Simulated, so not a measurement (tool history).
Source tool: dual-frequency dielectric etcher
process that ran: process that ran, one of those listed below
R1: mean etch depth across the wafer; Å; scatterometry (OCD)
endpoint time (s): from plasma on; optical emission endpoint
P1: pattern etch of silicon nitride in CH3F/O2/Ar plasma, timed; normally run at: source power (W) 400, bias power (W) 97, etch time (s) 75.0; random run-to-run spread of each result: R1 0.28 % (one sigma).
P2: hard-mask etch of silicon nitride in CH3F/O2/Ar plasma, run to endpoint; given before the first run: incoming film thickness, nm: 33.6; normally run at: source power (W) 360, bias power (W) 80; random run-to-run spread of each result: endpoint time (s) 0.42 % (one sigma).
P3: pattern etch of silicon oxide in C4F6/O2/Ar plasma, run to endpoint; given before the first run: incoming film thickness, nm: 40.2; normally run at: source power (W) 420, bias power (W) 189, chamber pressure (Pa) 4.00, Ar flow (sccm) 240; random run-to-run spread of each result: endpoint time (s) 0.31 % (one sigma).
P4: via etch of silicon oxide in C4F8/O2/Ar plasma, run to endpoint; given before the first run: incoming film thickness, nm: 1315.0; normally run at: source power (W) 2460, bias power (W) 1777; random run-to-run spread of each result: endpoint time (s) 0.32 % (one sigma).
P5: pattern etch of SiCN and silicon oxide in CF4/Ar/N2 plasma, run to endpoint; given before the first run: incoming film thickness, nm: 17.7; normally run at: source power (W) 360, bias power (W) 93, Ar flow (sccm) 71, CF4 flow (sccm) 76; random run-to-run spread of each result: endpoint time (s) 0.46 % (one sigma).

{"run": 1, "hour": 9.0, "process that ran": "P1", "source power (W)": 400, "bias power (W)": 97, "etch time (s)": 75.0, "R1": 586.51}
{"run": 2, "hour": 24.9, "process that ran": "P3", "source power (W)": 420, "bias power (W)": 121, "chamber pressure (Pa)": 4.0, "Ar flow (sccm)": 240, "endpoint time (s)": 13.735}
{"run": 3, "hour": 33.7, "process that ran": "P4", "source power (W)": 2460, "bias power (W)": 1073, "endpoint time (s)": 280.54}
{"run": 4, "hour": 45.7, "process that ran": "P1", "source power (W)": 400, "bias power (W)": 97, "etch time (s)": 75.0, "R1": 587.24}
{"run": 5, "hour": 59.1, "process that ran": "P5", "source power (W)": 360, "bias power (W)": 93, "Ar flow (sccm)": 71, "CF4 flow (sccm)": 76, "endpoint time (s)": 22.248}
{"run": 6, "hour": 74.5, "process that ran": "P2", "source power (W)": 360, "bias power (W)": 80, "endpoint time (s)": 48.841}
{"run": 7, "hour": 87.4, "process that ran": "P1", "source power (W)": 400, "bias power (W)": 97, "etch time (s)": 96.0, "R1": 751.92}
{"run": 8, "hour": 100.7, "process that ran": "P1", "source power (W)": 310, "bias power (W)": 68, "etch time (s)": 75.0, "R1": 470.48}
{"run": 9, "hour": 115.2, "process that ran": "P1", "source power (W)": 480, "bias power (W)": 97, "etch time (s)": 75.0, "R1": 629.46}
{"run": 10, "hour": 131.2, "process that ran": "P1", "source power (W)": 400, "bias power (W)": 120, "etch time (s)": 75.0, "R1": 636.64}
{"run": 11, "hour": 143.2, "process that ran": "P5", "source power (W)": 360, "bias power (W)": 93, "Ar flow (sccm)": 71, "CF4 flow (sccm)": 76, "endpoint time (s)": 22.24}
{"run": 12, "hour": 151.2, "process that ran": "P4", "source power (W)": 1450, "bias power (W)": 1777, "endpoint time (s)": 302.97}
{"run": 13, "hour": 163.0, "process that ran": "P1", "source power (W)": 400, "bias power (W)": 97, "etch time (s)": 49.5, "R1": 388.8}
{"run": 14, "hour": 173.3, "process that ran": "P1", "source power (W)": 400, "bias power (W)": 97, "etch time (s)": 75.0, "R1": 588.16}
{"run": 15, "hour": 189.3, "process that ran": "P5", "source power (W)": 360, "bias power (W)": 93, "Ar flow (sccm)": 71, "CF4 flow (sccm)": 50, "endpoint time (s)": 23.407}
{"run": 16, "hour": 203.7, "process that ran": "P5", "source power (W)": 230, "bias power (W)": 93, "Ar flow (sccm)": 71, "CF4 flow (sccm)": 76, "endpoint time (s)": 33.014}
{"run": 17, "hour": 215.5, "process that ran": "P1", "source power (W)": 400, "bias power (W)": 97, "etch time (s)": 75.0, "R1": 590.0}
{"run": 18, "hour": 223.2, "process that ran": "P4", "source power (W)": 2460, "bias power (W)": 1777, "endpoint time (s)": 244.47}
{"run": 19, "hour": 232.5, "process that ran": "P2", "source power (W)": 360, "bias power (W)": 108, "endpoint time (s)": 44.277}
{"run": 20, "hour": 242.4, "process that ran": "P3", "source power (W)": 420, "bias power (W)": 189, "chamber pressure (Pa)": 4.0, "Ar flow (sccm)": 240, "endpoint time (s)": 11.934}
{"run": 21, "hour": 250.9, "process that ran": "P5", "source power (W)": 360, "bias power (W)": 93, "Ar flow (sccm)": 89, "CF4 flow (sccm)": 76, "endpoint time (s)": 22.845}
{"hour": 257.7, "done": "bias power generator calibrated"}
{"run": 22, "hour": 265.9, "process that ran": "P2", "source power (W)": 480, "bias power (W)": 80, "endpoint time (s)": 44.087}
{"run": 23, "hour": 281.4, "process that ran": "P3", "source power (W)": 420, "bias power (W)": 189, "chamber pressure (Pa)": 4.0, "Ar flow (sccm)": 240, "endpoint time (s)": 11.896}
{"run": 24, "hour": 296.8, "process that ran": "P4", "source power (W)": 2460, "bias power (W)": 1777, "endpoint time (s)": 245.78}
{"run": 25, "hour": 309.9, "process that ran": "P1", "source power (W)": 400, "bias power (W)": 97, "etch time (s)": 75.0, "R1": 591.55}
{"run": 26, "hour": 323.6, "process that ran": "P3", "source power (W)": 270, "bias power (W)": 189, "chamber pressure (Pa)": 4.0, "Ar flow (sccm)": 240, "endpoint time (s)": 14.271}
{"run": 27, "hour": 338.4, "process that ran": "P3", "source power (W)": 420, "bias power (W)": 189, "chamber pressure (Pa)": 4.0, "Ar flow (sccm)": 328, "endpoint time (s)": 12.429}
{"run": 28, "hour": 346.8, "process that ran": "P3", "source power (W)": 420, "bias power (W)": 189, "chamber pressure (Pa)": 4.73, "Ar flow (sccm)": 240, "endpoint time (s)": 12.19}
{"run": 29, "hour": 355.0, "process that ran": "P1", "source power (W)": 400, "bias power (W)": 61, "etch time (s)": 75.0, "R1": 500.99}
{"run": 30, "hour": 367.6, "process that ran": "P1", "source power (W)": 400, "bias power (W)": 97, "etch time (s)": 75.0, "R1": 590.3}
{"run": 31, "hour": 376.0, "process that ran": "P1", "source power (W)": 300, "bias power (W)": 97, "etch time (s)": 75.0, "R1": 530.12}
{"run": 32, "hour": 384.9, "process that ran": "P5", "source power (W)": 360, "bias power (W)": 66, "Ar flow (sccm)": 71, "CF4 flow (sccm)": 76, "endpoint time (s)": 24.858}
{"run": 33, "hour": 392.9, "process that ran": "P1", "source power (W)": 400, "bias power (W)": 97, "etch time (s)": 75.0, "R1": 589.26}
{"run": 34, "hour": 404.0, "process that ran": "P1", "source power (W)": 400, "bias power (W)": 97, "etch time (s)": 75.0, "R1": 586.73}
{"run": 35, "hour": 417.7, "process that ran": "P1", "source power (W)": 400, "bias power (W)": 97, "etch time (s)": 75.0, "R1": 582.26}
{"hour": 420.6, "done": "wet clean of the chamber"}
{"run": 36, "hour": 426.0, "process that ran": "P1", "source power (W)": 400, "bias power (W)": 97, "etch time (s)": 75.0, "R1": 582.19}
{"run": 37, "hour": 440.7, "process that ran": "P1", "source power (W)": 400, "bias power (W)": 97, "etch time (s)": 75.0, "R1": 578.16}
{"run": 38, "hour": 454.0, "process that ran": "P1", "source power (W)": 400, "bias power (W)": 97, "etch time (s)": 75.0, "R1": 579.29}
{"run": 39, "hour": 469.4, "process that ran": "P1", "source power (W)": 400, "bias power (W)": 97, "etch time (s)": 75.0, "R1": 578.62}

P1 has crept away from where it was. The log is fitted equally well by each of these 2 causes, at the sizes shown:
A: source power that arrives under what is set, % = 4.38
B: bias power that arrives under what is set, % = 4.49
Creep in the process output first set in at about hour 392.9.
Why every other cause is out:
chamber walls in a state that lowers the etch rate, %: work on it at hour 420.6, done after the drift set in, did not restore what the process gave before

Below are 4 check runs, each averaged over 2 wafers, with their results shown as question marks. Which of them would give clearly different results depending on which cause is behind the drift?
{"run": "check 1", "hour": 484.8, "process that ran": "P5", "source power (W)": 360, "bias power (W)": 93, "Ar flow (sccm)": 71, "CF4 flow (sccm)": 52, "endpoint time (s)": "?"}
{"run": "check 2", "hour": 484.8, "process that ran": "P4", "source power (W)": 1550, "bias power (W)": 1777, "endpoint time (s)": "?"}
{"run": "check 3", "hour": 484.8, "process that ran": "P3", "source power (W)": 420, "bias power (W)": 189, "chamber pressure (Pa)": 4.0, "Ar flow (sccm)": 325, "endpoint time (s)": "?"}
{"run": "check 4", "hour": 484.8, "process that ran": "P2", "source power (W)": 440, "bias power (W)": 99, "endpoint time (s)": "?"}

Expected result of each check under each candidate cause:
check=check_1 result=endpoint_time_(s) if_A=24.281 if_B=23.734
check=check_2 result=endpoint_time_(s) if_A=301.000 if_B=299.520
check=check_3 result=endpoint_time_(s) if_A=12.593 if_B=12.557
check=check_4 result=endpoint_time_(s) if_A=43.067 if_B=43.064
Per check, the gap between the least separated pair of causes, taken in the result that splits them most: check 1 2.28 %; check 2 0.49 %; check 3 0.29 %; check 4 0.01 %
Check 1 distinguishes between the causes, while the remaining checks would return nearly the same result for all of them.

The results of check 1 are: endpoint time (s) 23.751. Based on these, which of the listed causes is it?

Of the candidate causes, it is B: bias power that arrives under what is set, %.
